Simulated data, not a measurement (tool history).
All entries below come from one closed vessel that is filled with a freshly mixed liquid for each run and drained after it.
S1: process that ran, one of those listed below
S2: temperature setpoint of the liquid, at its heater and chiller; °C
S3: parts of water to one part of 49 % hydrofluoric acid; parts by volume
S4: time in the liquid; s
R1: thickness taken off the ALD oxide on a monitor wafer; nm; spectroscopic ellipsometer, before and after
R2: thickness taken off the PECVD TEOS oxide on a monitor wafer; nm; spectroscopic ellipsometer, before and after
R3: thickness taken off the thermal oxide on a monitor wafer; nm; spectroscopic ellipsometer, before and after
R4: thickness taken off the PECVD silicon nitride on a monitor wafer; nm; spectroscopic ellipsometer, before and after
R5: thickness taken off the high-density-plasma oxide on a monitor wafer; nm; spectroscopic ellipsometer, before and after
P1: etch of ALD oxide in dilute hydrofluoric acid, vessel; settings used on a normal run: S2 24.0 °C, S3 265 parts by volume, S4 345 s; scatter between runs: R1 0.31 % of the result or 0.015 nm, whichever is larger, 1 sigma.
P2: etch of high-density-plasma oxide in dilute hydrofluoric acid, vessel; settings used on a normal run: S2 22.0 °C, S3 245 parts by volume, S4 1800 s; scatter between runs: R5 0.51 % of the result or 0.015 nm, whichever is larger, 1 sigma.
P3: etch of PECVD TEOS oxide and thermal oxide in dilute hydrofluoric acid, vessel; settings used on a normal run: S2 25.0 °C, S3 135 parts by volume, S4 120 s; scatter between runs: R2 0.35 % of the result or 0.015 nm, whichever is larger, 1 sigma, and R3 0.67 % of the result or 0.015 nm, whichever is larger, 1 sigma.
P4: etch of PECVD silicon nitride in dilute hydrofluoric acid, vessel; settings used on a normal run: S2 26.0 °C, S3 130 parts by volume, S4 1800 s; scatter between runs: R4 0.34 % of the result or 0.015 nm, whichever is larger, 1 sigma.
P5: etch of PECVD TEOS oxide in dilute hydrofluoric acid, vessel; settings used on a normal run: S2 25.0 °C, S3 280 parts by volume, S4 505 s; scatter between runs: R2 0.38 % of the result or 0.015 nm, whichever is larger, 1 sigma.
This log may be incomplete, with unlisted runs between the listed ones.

run,day,S1,S2,S3,S4,R1,R2,R3,R4,R5
1,0.379,P1,24.0,265,345,10.4790,,,,
2,0.779,P3,25.0,135,120,,11.8500,4.3223,,
3,1.079,P1,24.0,265,345,10.4530,,,,
4,1.650,P5,25.0,280,505,,34.4080,,,
5,2.217,P1,24.0,265,345,10.5770,,,,
6,2.592,P1,24.0,460,345,5.0748,,,,
7,3.008,P1,24.0,265,345,10.4880,,,,
8,3.512,P4,31.5,130,1800,,,,66.247,
9,4.062,P3,25.0,135,30,,2.9443,1.0884,,
10,4.438,P1,20.5,265,345,9.2236,,,,
11,5.000,P5,25.0,280,30,,2.0670,,,
12,5.304,P1,24.0,140,345,22.5930,,,,
13,5.646,P5,25.0,440,505,,18.7030,,,
14,6.262,P4,26.0,235,1800,,,,25.885,
15,6.858,P1,24.0,265,115,3.5007,,,,
16,7.279,P2,22.0,90,1800,,,,,121.020
17,7.888,P4,26.0,130,2900,,,,75.721,
18,8.242,P5,17.0,280,505,,25.5620,,,
19,8.767,P1,17.0,465,345,3.9111,,,,
20,9.162,P1,24.0,265,535,16.2790,,,,
21,9.575,P4,26.0,130,1800,,,,46.700,
22,9.871,P1,19.5,390,345,5.4495,,,,
23,10.471,P2,17.0,245,1800,,,,,30.940
# day 10.750: thermometer replaced
24,10.900,P3,25.0,60,120,,29.2570,10.4810,,
25,11.283,P2,22.0,245,765,,,,,16.118
26,11.638,P3,25.0,135,120,,11.9280,4.2379,,
27,11.946,P1,17.0,395,345,4.9246,,,,
28,12.288,P1,24.0,265,345,10.4860,,,,
29,12.721,P1,24.0,265,345,10.4680,,,,
30,13.112,P2,22.0,245,1800,,,,,38.156
31,13.746,P1,29.0,265,345,12.4210,,,,
32,14.246,P3,31.0,135,120,,14.7880,5.3413,,
33,14.738,P1,24.0,265,345,10.4370,,,,
34,15.162,P1,24.0,265,345,10.1190,,,,
35,15.642,P1,24.0,265,345,9.8413,,,,
36,16.154,P1,24.0,265,345,9.8238,,,,

Forecast run 37:
37,16.483,P1,24.0,265,345,?,,,,

Run 37 measured R1 9.7324 nm.
